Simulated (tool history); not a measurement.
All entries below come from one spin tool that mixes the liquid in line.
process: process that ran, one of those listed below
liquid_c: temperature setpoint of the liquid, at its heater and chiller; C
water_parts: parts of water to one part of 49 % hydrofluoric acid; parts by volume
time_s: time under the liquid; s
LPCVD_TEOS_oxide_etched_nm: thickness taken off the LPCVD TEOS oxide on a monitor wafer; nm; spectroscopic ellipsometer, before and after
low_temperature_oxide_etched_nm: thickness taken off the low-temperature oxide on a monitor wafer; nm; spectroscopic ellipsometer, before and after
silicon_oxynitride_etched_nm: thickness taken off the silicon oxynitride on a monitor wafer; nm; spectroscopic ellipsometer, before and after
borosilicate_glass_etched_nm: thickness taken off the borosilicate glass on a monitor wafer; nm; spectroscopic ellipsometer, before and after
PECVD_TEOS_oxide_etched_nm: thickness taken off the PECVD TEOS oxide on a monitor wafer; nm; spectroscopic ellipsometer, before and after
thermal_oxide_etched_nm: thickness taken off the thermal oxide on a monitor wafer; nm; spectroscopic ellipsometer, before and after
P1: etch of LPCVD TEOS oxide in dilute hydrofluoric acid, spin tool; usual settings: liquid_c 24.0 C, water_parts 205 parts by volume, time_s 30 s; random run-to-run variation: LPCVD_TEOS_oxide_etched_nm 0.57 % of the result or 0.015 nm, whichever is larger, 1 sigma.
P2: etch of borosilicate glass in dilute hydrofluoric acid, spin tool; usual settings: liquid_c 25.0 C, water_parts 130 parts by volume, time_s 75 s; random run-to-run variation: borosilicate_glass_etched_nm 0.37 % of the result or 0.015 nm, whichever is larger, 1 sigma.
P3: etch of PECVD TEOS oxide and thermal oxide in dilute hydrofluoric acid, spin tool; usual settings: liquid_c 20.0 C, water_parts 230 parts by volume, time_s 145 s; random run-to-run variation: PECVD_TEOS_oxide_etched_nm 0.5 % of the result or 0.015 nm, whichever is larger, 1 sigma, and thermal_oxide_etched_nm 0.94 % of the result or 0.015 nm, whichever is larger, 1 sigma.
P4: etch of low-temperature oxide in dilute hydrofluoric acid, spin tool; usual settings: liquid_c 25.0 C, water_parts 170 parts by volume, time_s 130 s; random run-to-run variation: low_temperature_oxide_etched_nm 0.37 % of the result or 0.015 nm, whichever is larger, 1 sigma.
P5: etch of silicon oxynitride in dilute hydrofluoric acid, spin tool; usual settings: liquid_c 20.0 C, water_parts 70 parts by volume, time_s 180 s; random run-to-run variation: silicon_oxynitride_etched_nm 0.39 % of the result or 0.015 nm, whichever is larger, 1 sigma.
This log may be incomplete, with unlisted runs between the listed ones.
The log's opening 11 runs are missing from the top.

run   hour  process  liquid_c  water_parts  time_s  hours since the thermometer was replaced  hours since the hydrofluoric acid flow meter was replaced  LPCVD_TEOS_oxide_etched_nm  low_temperature_oxide_etched_nm  silicon_oxynitride_etched_nm  borosilicate_glass_etched_nm  PECVD_TEOS_oxide_etched_nm  thermal_oxide_etched_nm
 12  141.5       P5      20.0           70     340                                      39.2                                                     1196.6                                                                                    16.1650
 13  155.3       P4      25.0          170      55                                      53.0                                                     1210.4                                                       3.2563
 14  170.2       P4      25.0          170     130                                      67.9                                                     1225.3                                                       7.7113
 15  186.8       P2      25.0           40      75                                      84.5                                                     1241.9                                                                                                                   50.820
 16  195.7       P2      25.0          130      75                                      93.4                                                     1250.8                                                                                                                   14.036
 17  210.8       P1      24.0          205      30                                     108.5                                                     1265.9                      7.1744
 18  226.4       P3      20.0          230     285                                     124.1                                                     1281.5                                                                                                                                              12.6740                   4.5164
 19  240.6       P4      32.0          170     130                                     138.3                                                     1295.7                                                       9.9527
 20  251.9       P1      24.0          205      50                                     149.6                                                     1307.0                     11.8480
 21  259.5       P3      20.0          120     145                                     157.2                                                     1314.6                                                                                                                                              13.9780                   4.8211
 22  273.1       P1      24.0          205      30                                     170.8                                                     1328.2                      7.0636
 23  281.2       P3      20.0          230     145                                     178.9                                                     1336.3                                                                                                                                               6.4575                   2.2967
 24  290.2       P5      20.0           20     180                                     187.9                                                     1345.3                                                                                    31.1020
 25  306.4       P3      25.0          230     145                                     204.1                                                     1361.5                                                                                                                                               7.8332                   2.7053
 26  315.3       P2      25.0          130     125                                     213.0                                                     1370.4                                                                                                                   23.224
 27  324.9       P1      24.0           75      30                                     222.6                                                     1380.0                     22.4770
 28  333.8       P5      17.0           70     180                                     231.5                                                     1388.9                                                                                     7.3599
 29  347.7       P1      24.0          205      30                                     245.4                                                     1402.8                      7.0242
 30  355.7       P1      24.0          315      50                                     253.4                                                     1410.8                      6.9193
 31  365.9       P1      20.0          205      30                                     263.6                                                     1421.0                      6.1812
 32  373.7       P5      20.0           70     180                                     271.4                                                     1428.8                                                                                     8.5569
 33  387.5       P1      24.0          205      30                                     285.2                                                     1442.6                      7.0525
 34  400.5       P1      24.0          205      30                                     298.2                                                     1455.6                      6.9677

Forecast run 35:
 35  416.3       P1      24.0          205      30                                     314.0                                                     1471.4                           ?

Run 35 gave LPCVD_TEOS_oxide_etched_nm 6.7923 nm.
